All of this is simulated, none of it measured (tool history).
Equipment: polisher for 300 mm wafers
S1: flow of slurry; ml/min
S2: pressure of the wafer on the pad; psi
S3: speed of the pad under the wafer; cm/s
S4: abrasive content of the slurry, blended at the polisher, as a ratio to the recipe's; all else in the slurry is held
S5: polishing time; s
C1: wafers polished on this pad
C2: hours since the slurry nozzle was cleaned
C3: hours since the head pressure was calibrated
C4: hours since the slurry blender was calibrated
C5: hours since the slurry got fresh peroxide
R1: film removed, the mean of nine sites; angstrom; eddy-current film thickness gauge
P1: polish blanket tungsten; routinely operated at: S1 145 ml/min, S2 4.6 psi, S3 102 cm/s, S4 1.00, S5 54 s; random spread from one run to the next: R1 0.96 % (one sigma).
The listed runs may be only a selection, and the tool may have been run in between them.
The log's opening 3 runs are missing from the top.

run	hour	S1	S2	S3	S4	S5	C1	C2	C3	C4	C5	R1
4	19.0	105	4.6	102	1.00	33	499	377.9	232.1	104.3	41.1	1901.8
5	22.7	145	4.6	102	0.70	54	523	381.6	235.8	108.0	44.8	3056.6
6	29.2	145	4.6	102	1.00	54	565	388.1	242.3	114.5	51.3	3323.9
7	34.8	145	4.6	102	1.00	54	601	393.7	247.9	120.1	56.9	3277.0
8	38.9	145	2.5	102	1.00	54	628	397.8	252.0	124.2	61.0	1823.4
9	43.8	85	4.6	102	1.00	54	659	402.7	256.9	129.1	65.9	2969.9
10	49.9	220	4.6	102	1.00	54	699	408.8	263.0	135.2	72.0	3473.4
11	53.7	145	4.6	102	1.00	27	723	412.6	266.8	139.0	75.8	1663.5
# hour 53.8: slurry blender recalibrated
12	56.8	145	7.3	102	1.00	54	743	415.7	269.9	3.1	78.9	5278.5
13	61.4	145	4.6	102	1.25	54	773	420.3	274.5	7.7	83.5	3509.9
14	64.9	145	4.6	46	1.00	54	796	423.8	278.0	11.2	87.0	1492.5
15	70.2	145	4.6	102	1.00	54	830	429.1	283.3	16.5	92.3	3310.9
16	74.3	200	4.6	102	0.80	54	856	433.2	287.4	20.6	96.4	3276.6
17	80.3	145	4.6	102	1.00	54	895	439.2	293.4	26.6	102.4	3335.2
18	84.3	145	4.6	102	1.00	69	921	443.2	297.4	30.6	106.4	4342.5
19	90.7	145	4.6	102	1.00	54	962	449.6	303.8	37.0	112.8	3333.1
20	94.5	145	4.6	102	1.00	54	987	453.4	307.6	40.8	116.6	3306.7
21	99.6	145	4.6	102	1.00	54	1020	458.5	312.7	45.9	121.7	3229.7
22	106.2	145	4.6	102	1.00	54	1062	465.1	319.3	52.5	128.3	3110.1
23	112.7	145	4.6	102	1.00	54	1104	471.6	325.8	59.0	134.8	3093.0
# hour 115.6: slurry tank refilled with fresh slurry and peroxide
24	117.0	145	4.6	102	1.00	54	1132	475.9	330.1	63.3	1.4	3049.4
25	120.3	145	4.6	102	1.00	54	1154	479.2	333.4	66.6	4.7	3019.0
# hour 121.4: worn pad replaced by a new one
26	123.7	145	4.6	102	1.00	54	15	482.6	336.8	70.0	8.1	3084.3
27	128.9	145	4.6	102	1.00	54	48	487.8	342.0	75.2	13.3	3047.2

Expected results for the next run?
# hour 134.0: head pressure recalibrated
28	134.1	145	4.6	102	1.00	54	82	493.0	0.1	80.4	18.5	?

{"run 28": {"R1": 3056.6}}
